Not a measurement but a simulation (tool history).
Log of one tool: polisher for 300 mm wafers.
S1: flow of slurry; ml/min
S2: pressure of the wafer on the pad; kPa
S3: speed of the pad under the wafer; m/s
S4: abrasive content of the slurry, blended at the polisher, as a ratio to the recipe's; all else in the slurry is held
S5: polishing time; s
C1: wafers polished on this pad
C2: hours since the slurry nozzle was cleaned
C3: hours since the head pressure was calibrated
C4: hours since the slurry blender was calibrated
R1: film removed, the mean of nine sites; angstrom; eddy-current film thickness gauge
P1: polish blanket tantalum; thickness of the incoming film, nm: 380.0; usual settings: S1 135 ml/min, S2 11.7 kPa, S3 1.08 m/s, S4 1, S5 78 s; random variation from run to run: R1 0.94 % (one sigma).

run 1 day=0.129 | S1=135 S2=11.7 S3=1.08 S4=1 S5=78 | C1=156 C2=241.3 C3=732.2 C4=351.7 | R1=1175.2
run 2 day=0.25 | S1=135 S2=11.7 S3=1.08 S4=1 S5=78 | C1=173 C2=244.2 C3=735.1 C4=354.6 | R1=1158.5
run 3 day=0.421 | S1=135 S2=18.6 S3=1.08 S4=1 S5=78 | C1=196 C2=248.3 C3=739.2 C4=358.7 | R1=1829.5
run 4 day=0.546 | S1=135 S2=11.7 S3=1.08 S4=1 S5=115 | C1=214 C2=251.3 C3=742.2 C4=361.7 | R1=1714.5
-- day=0.646 head pressure recalibrated
run 5 day=0.817 | S1=135 S2=5.5 S3=1.08 S4=1 S5=78 | C1=251 C2=257.8 C3=4.1 C4=368.2 | R1=556.61
run 6 day=0.942 | S1=135 S2=11.7 S3=1.08 S4=0.6 S5=78 | C1=268 C2=260.8 C3=7.1 C4=371.2 | R1=978.44
run 7 day=1.117 | S1=135 S2=11.7 S3=0.5 S4=1 S5=78 | C1=293 C2=265 C3=11.3 C4=375.4 | R1=542.78
run 8 day=1.362 | S1=135 S2=11.7 S3=1.08 S4=1 S5=50 | C1=327 C2=270.9 C3=17.2 C4=381.3 | R1=752.54
run 9 day=1.488 | S1=135 S2=11.7 S3=0.64 S4=1.3 S5=78 | C1=344 C2=273.9 C3=20.2 C4=384.3 | R1=747.69
run 10 day=1.617 | S1=80 S2=11.7 S3=1.08 S4=1 S5=78 | C1=362 C2=277 C3=23.3 C4=387.4 | R1=1024
run 11 day=1.867 | S1=210 S2=11.7 S3=1.08 S4=1 S5=78 | C1=397 C2=283 C3=29.3 C4=393.4 | R1=1260.5
run 12 day=2.025 | S1=135 S2=11.7 S3=1.08 S4=1 S5=78 | C1=419 C2=286.8 C3=33.1 C4=397.2 | R1=1174.1
-- day=2.204 slurry blender recalibrated
run 13 day=2.212 | S1=135 S2=11.7 S3=1.08 S4=1.25 S5=78 | C1=445 C2=291.3 C3=37.6 C4=0.3 | R1=1251.5
run 14 day=2.488 | S1=135 S2=11.7 S3=1.42 S4=1 S5=78 | C1=483 C2=297.9 C3=44.2 C4=6.9 | R1=1542.3
run 15 day=2.742 | S1=135 S2=11.7 S3=1.08 S4=1 S5=78 | C1=518 C2=304 C3=50.3 C4=13 | R1=1190
run 16 day=2.888 | S1=135 S2=11.7 S3=1.08 S4=1 S5=78 | C1=538 C2=307.5 C3=53.8 C4=16.5 | R1=1186.2
run 17 day=3.142 | S1=135 S2=11.7 S3=1.08 S4=1 S5=78 | C1=573 C2=313.6 C3=59.9 C4=22.6 | R1=1142.8
run 18 day=3.262 | S1=135 S2=11.7 S3=1.08 S4=1 S5=78 | C1=590 C2=316.5 C3=62.8 C4=25.5 | R1=1127.3
run 19 day=3.529 | S1=135 S2=11.7 S3=1.08 S4=1 S5=78 | C1=627 C2=322.9 C3=69.2 C4=31.9 | R1=1083
run 20 day=3.788 | S1=135 S2=11.7 S3=1.08 S4=1 S5=78 | C1=663 C2=329.1 C3=75.4 C4=38.1 | R1=1051.7
run 21 day=4.025 | S1=135 S2=11.7 S3=1.08 S4=1 S5=78 | C1=696 C2=334.8 C3=81.1 C4=43.8 | R1=1053.3
-- day=4.096 head pressure recalibrated
-- day=4.121 slurry nozzle cleaned
run 22 day=4.221 | S1=135 S2=11.7 S3=1.08 S4=1 S5=78 | C1=723 C2=2.5 C3=3.1 C4=48.5 | R1=1063.2
run 23 day=4.421 | S1=135 S2=11.7 S3=1.08 S4=1 S5=78 | C1=751 C2=7.3 C3=7.9 C4=53.3 | R1=1048.4
run 24 day=4.658 | S1=135 S2=11.7 S3=1.08 S4=1 S5=78 | C1=784 C2=13 C3=13.6 C4=59 | R1=1037.5

What P1 gives has crept away from where it was. These 2 causes fit the log equally well, each at the size given:
A: abrasive missing from the slurry, % = 30.9
B: removal rate lost through wear of the pad, % = 11.4
The creep began at about day 3.142.
Why every other cause is out:
slurry flow missing at the pad, %: serviced at day 4.121, which brought nothing back
head's pressure below its setpoint, %: serviced at day 4.096, which brought nothing back

4 check runs are offered, each on 5 wafers whose results are averaged, their results left as question marks. Which one tells the causes apart?
run check 1 day=4.896 | S1=135 S2=17.9 S3=1.08 S4=1 S5=102 | R1=?
run check 2 day=4.896 | S1=205 S2=5.5 S3=1.08 S4=1 S5=78 | R1=?
run check 3 day=4.896 | S1=135 S2=17.2 S3=1.08 S4=0.7 S5=78 | R1=?
run check 4 day=4.896 | S1=80 S2=11.7 S3=0.64 S4=1 S5=78 | R1=?

What each check would give under each cause:
check=check_1 result=R1 if_A=2070.6 if_B=2068.9
check=check_2 result=R1 if_A=520.45 if_B=520.04
check=check_3 result=R1 if_A=1315.7 if_B=1355.3
check=check_4 result=R1 if_A=540.27 if_B=539.84
How far apart the two closest causes lie, in the result that separates them most: check 1 0.08 %; check 2 0.08 %; check 3 2.96 %; check 4 0.08 %
Only check 3 tells the causes apart: in the others they would give nearly the same result.

Then check 3 was run and gave: R1 1316.2 angstrom. Which cause is it?

It is A: abrasive missing from the slurry, %.
